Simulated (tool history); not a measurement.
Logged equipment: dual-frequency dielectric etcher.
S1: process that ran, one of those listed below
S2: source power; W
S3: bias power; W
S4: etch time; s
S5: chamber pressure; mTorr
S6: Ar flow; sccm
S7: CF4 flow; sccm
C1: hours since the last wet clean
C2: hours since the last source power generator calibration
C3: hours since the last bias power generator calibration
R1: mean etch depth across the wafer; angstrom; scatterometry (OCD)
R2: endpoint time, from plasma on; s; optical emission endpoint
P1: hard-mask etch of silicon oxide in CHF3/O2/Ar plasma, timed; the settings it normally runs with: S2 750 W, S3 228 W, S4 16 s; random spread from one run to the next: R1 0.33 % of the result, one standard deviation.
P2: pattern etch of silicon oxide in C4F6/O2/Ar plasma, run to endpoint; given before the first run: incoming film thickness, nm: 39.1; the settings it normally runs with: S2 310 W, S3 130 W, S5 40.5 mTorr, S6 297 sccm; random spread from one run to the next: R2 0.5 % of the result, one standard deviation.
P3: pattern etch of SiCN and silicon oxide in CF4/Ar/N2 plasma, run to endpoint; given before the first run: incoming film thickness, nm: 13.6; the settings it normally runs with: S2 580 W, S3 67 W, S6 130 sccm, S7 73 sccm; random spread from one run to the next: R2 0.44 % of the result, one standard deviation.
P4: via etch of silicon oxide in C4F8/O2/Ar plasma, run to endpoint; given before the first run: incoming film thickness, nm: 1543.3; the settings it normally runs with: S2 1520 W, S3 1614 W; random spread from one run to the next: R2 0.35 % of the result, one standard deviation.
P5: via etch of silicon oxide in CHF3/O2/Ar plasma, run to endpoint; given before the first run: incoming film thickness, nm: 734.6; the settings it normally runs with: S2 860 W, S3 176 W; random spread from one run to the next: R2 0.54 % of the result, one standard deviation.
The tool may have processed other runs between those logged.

run   hour  S1    S2    S3    S4    S5   S6  S7     C1     C2     C3      R1      R2
  1   11.1  P1   750   228    16                 314.7    383  540.3  365.37
  2   19.5  P1   480   228    16                 323.1  391.4  548.7   310.2
  3   26.9  P1   750   309    16                 330.5  398.8  556.1   406.8
  4   35.6  P2   310   130          30  297      339.2  407.5  564.8          15.446
  5   49.7  P1   930   228    16                 353.3  421.6  578.9  399.48
  6   58.6  P4  1020  1614                       362.2  430.5  587.8          425.44
  7   68.1  P3   580    51              130  73  371.7    440  597.3           14.48
  8   81.5  P2   310   130        40.5  175      385.1  453.4  610.7          15.035
  9   90.1  P5   860   176                       393.7    462  619.3          329.39
 10  106.1  P5  1210   176                       409.7    478  635.3          290.52
 11  117.8  P3   790    67              130  73  421.4  489.7    647          10.077
     123.7  -- bias power generator calibrated
 12  131.9  P1   750   228    16                 435.5  503.8    8.2  368.46
 13  145.5  P1   750   228    16                 449.1  517.4   21.8  366.19
 14  158.4  P1   750   228    16                   462  530.3   34.7  364.84
 15  166.4  P1   750   228     9                   470  538.3   42.7  206.01
 16  177.3  P1   750   184    16                 480.9  549.2   53.6  340.02
 17  189.4  P3   580    67              130  73    493  561.3   65.7           13.28
 18  201.4  P4  1520  2035                         505  573.3   77.7          339.35
 19  215.1  P2   310   130        40.5  297      518.7    587   91.4          15.908
 20  225.1  P1   580   173    16                 528.7    597  101.4  301.11
 21  237.1  P5   860   248                       540.7    609  113.4          294.52
 22  246.6  P1   750   228  20.5                 550.2  618.5  122.9   469.8
 23  258.3  P1   930   293    16                 561.9  630.2  134.6  434.49
 24  274.4  P2   310   104        40.5  297        578  646.3  150.7          16.997
 25  290.4  P3   580    67               90  73    594  662.3  166.7          12.437
 26  303.9  P4  1520  1614                       607.5  675.8  180.2          363.45
 27    311  P3   580    67              130  73  614.6  682.9  187.3          13.258
 28  318.9  P1   750   228    16                 622.5  690.8  195.2  365.24
 29  333.4  P2   230   130        40.5  297        637  705.3  209.7          17.849
 30    345  P3   580    67              130  45  648.6  716.9  221.3          14.314
 31  360.7  P1   750   228    16                 664.3  732.6    237  367.83
 32  370.9  P1   750   228    16                 674.5  742.8  247.2  364.26
 33  382.3  P1   750   228    16                 685.9  754.2  258.6  364.32
 34  394.5  P1   750   228    16                 698.1  766.4  270.8  358.11
 35  405.6  P1   750   228    16                 709.2  777.5  281.9  361.28
     411.2  -- wet clean of the chamber
 36  418.5  P1   750   228    16                   7.3  790.4  294.8  360.25
 37  429.9  P1   750   228    16                  18.7  801.8  306.2   361.1

What P1 gives has crept off from where it sat before. The 2 causes that follow fit the log equally well, each at the size noted:
A: source power that arrives under what is set, % = 4.28
B: bias power that arrives under what is set, % = 4.69
The creep began at about hour 360.7.
All other causes, with the reason each is excluded:
chamber walls in a state that lowers the etch rate, %: serviced at hour 411.2, which brought nothing back

Which of the 4 check runs listed below, each an average over 2 wafers with its results shown as question marks, gives clearly different results under the different listed causes?
check 1  441.3  P3   580    56            130  52                   ?
check 2  441.3  P5  1210   222                                      ?
check 3  441.3  P2   310   130      40.5  180                       ?
check 4  441.3  P4  1030  1978                                      ?

Predicted outcomes, by check and by cause:
  check  result    if A    if B
check 1      R2  15.449  15.112
check 2      R2  274.27  274.05
check 3      R2  15.367  15.321
check 4      R2  406.56  405.37
Gap, in per cent, between the two causes that each check separates least, read from the result that separates them most: check 1 2.2 %; check 2 0.08 %; check 3 0.3 %; check 4 0.29 %
Check 1 is the one run that separates the causes; every other check would come out nearly the same whichever cause is at work.

Check 1 has now been run. It gave: R2 15.5 s. Which of the candidate causes is it?

The correct cause is A, namely: source power that arrives under what is set, %.
